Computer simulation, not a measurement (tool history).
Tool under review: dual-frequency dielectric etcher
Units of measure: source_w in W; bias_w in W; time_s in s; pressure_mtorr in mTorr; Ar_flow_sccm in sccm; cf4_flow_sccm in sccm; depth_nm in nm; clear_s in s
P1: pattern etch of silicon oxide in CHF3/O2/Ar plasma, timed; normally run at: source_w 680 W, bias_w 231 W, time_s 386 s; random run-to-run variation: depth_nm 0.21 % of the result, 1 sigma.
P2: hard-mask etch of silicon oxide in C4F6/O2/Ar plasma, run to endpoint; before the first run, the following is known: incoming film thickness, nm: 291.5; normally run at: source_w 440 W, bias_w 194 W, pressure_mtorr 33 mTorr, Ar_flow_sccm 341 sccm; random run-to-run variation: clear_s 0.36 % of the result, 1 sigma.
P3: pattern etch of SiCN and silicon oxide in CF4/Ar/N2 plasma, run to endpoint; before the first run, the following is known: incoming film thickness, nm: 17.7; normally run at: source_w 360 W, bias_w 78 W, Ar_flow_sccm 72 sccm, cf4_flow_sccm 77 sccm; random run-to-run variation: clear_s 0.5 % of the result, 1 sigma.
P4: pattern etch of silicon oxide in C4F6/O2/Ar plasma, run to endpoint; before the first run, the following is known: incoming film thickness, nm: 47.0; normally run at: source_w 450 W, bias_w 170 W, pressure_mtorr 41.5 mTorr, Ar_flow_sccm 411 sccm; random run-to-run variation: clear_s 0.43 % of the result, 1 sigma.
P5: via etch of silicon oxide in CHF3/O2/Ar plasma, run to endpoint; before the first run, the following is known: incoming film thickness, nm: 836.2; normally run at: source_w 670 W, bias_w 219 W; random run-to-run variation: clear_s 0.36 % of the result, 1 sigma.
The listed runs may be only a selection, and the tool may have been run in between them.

run,hour,process,source_w,bias_w,time_s,pressure_mtorr,Ar_flow_sccm,cf4_flow_sccm,hours since the last wet clean,hours since the last source power generator calibration,hours since the last bias power generator calibration,depth_nm,clear_s
1,13.8,P1,680,231,386,,,,168.4,1758.2,2356,886.66,
2,32,P1,420,231,299.5,,,,186.6,1776.4,2374.2,573.54,
3,43.4,P2,440,194,,33,482,,198,1787.8,2385.6,,97.635
# hour 49.5: source power generator calibrated
4,58.5,P1,910,231,386,,,,213.1,9,2400.7,988.07,
5,76.4,P1,510,177,386,,,,231,26.9,2418.6,725.09,
6,87.7,P4,450,170,,41.5,411,,242.3,38.2,2429.9,,15.211
7,102.9,P2,440,194,,33,341,,257.5,53.4,2445.1,,93.233
8,120.6,P4,620,170,,41.5,411,,275.2,71.1,2462.8,,13.505
9,130.4,P3,360,78,,,72,77,285,80.9,2472.6,,23.382
10,145.1,P5,890,219,,,,,299.7,95.6,2487.3,,335.99
11,159.6,P4,450,219,,41.5,411,,314.2,110.1,2501.8,,14.204
12,174.6,P3,220,78,,,72,77,329.2,125.1,2516.8,,36.165
13,187.3,P1,680,318,386,,,,341.9,137.8,2529.5,993.76,
14,206.4,P1,680,231,386,,,,361,156.9,2548.6,887.74,
15,218.4,P5,670,219,,,,,373,168.9,2560.6,,378.23
16,235.8,P4,450,170,,41.5,261,,390.4,186.3,2578,,14.586
17,246.1,P1,680,231,492,,,,400.7,196.6,2588.3,1127.1,
18,258.3,P1,390,231,386,,,,412.9,208.8,2600.5,718.58,
19,268.6,P1,480,172,386,,,,423.2,219.1,2610.8,700.46,
20,283.3,P2,320,194,,33,341,,437.9,233.8,2625.5,,105.67
21,292.3,P4,450,170,,28.5,411,,446.9,242.8,2634.5,,14.739
22,309.1,P5,670,283,,,,,463.7,259.6,2651.3,,344.77
23,319.5,P1,680,159,386,,,,474.1,270,2661.7,783.93,
24,336.5,P3,360,78,,,72,100,491.1,287,2678.7,,22.66
25,347.9,P1,680,231,386,,,,502.5,298.4,2690.1,884.13,
26,367,P2,440,194,,41.5,341,,521.6,317.5,2709.2,,96.517
27,375.9,P5,670,219,,,,,530.5,326.4,2718.1,,375.02
28,390.2,P2,440,114,,33,341,,544.8,340.7,2732.4,,109.88
29,406.8,P3,360,78,,,93,77,561.4,357.3,2749,,24.147
30,426.1,P1,680,231,386,,,,580.7,376.6,2768.3,884.82,
31,443.7,P1,680,231,243.5,,,,598.3,394.2,2785.9,560.76,
32,452.3,P4,450,170,,41.5,411,,606.9,402.8,2794.5,,15.32
33,461.9,P1,680,231,386,,,,616.5,412.4,2804.1,885.65,
34,474.7,P3,360,55,,,72,77,629.3,425.2,2816.9,,25.915
35,486.3,P1,680,231,386,,,,640.9,436.8,2828.5,886.71,
36,498,P1,680,231,386,,,,652.6,448.5,2840.2,883.9,
37,516.9,P1,680,231,386,,,,671.5,467.4,2859.1,876.88,
38,536.1,P1,680,231,386,,,,690.7,486.6,2878.3,875.21,
39,554.1,P1,680,231,386,,,,708.7,504.6,2896.3,875.91,
# hour 558.1: wet clean of the chamber
40,567.5,P1,680,231,386,,,,9.4,518,2909.7,872.39,
41,579.2,P1,680,231,386,,,,21.1,529.7,2921.4,872.65,
42,591.1,P1,680,231,386,,,,33,541.6,2933.3,873.56,
43,607.2,P1,680,231,386,,,,49.1,557.7,2949.4,872.38,
44,622.6,P1,680,231,386,,,,64.5,573.1,2964.8,868.7,

P1 no longer gives what it gave before; its output has crept away from where it was. The following 2 causes, each at its listed size, fit the log equally well:
A: source power that arrives under what is set, % = 4.37
B: bias power that arrives under what is set, % = 4.73
At approximately hour 486.3, the process output began to creep.
Every other cause this tool's parts could produce, and why it does not fit the log:
chamber walls in a state that lowers the etch rate, %: work on it at hour 558.1, done after the drift set in, did not restore what the process gave before

Consider the 4 check runs below, whose results appear as question marks and each of which averages 3 wafers. Which one distinguishes the causes, in that each cause would give it a clearly different result?
check 1,638,P3,290,60,,,72,77,,,,,?
check 2,638,P2,440,120,,33,475,,,,,,?
check 3,638,P5,840,280,,,,,,,,,?
check 4,638,P4,570,170,,41.5,411,,,,,,?

Check results expected under each cause:
check,result,if A,if B
check 1,clear_s,32.065,31.288
check 2,clear_s,114.29,113.82
check 3,clear_s,322.6,322.75
check 4,clear_s,14.199,14.156
Distance between the nearest two causes, measured in the result of the check that separates them most: check 1 2.45 %; check 2 0.42 %; check 3 0.05 %; check 4 0.3 %
Only in check 1 would the causes give clearly different results; in the remaining checks their results would be nearly the same.

Check 1 has now been run. It gave: clear_s 32.108 s. Which of the candidate causes is it?

Of the candidate causes, it is A: source power that arrives under what is set, %.
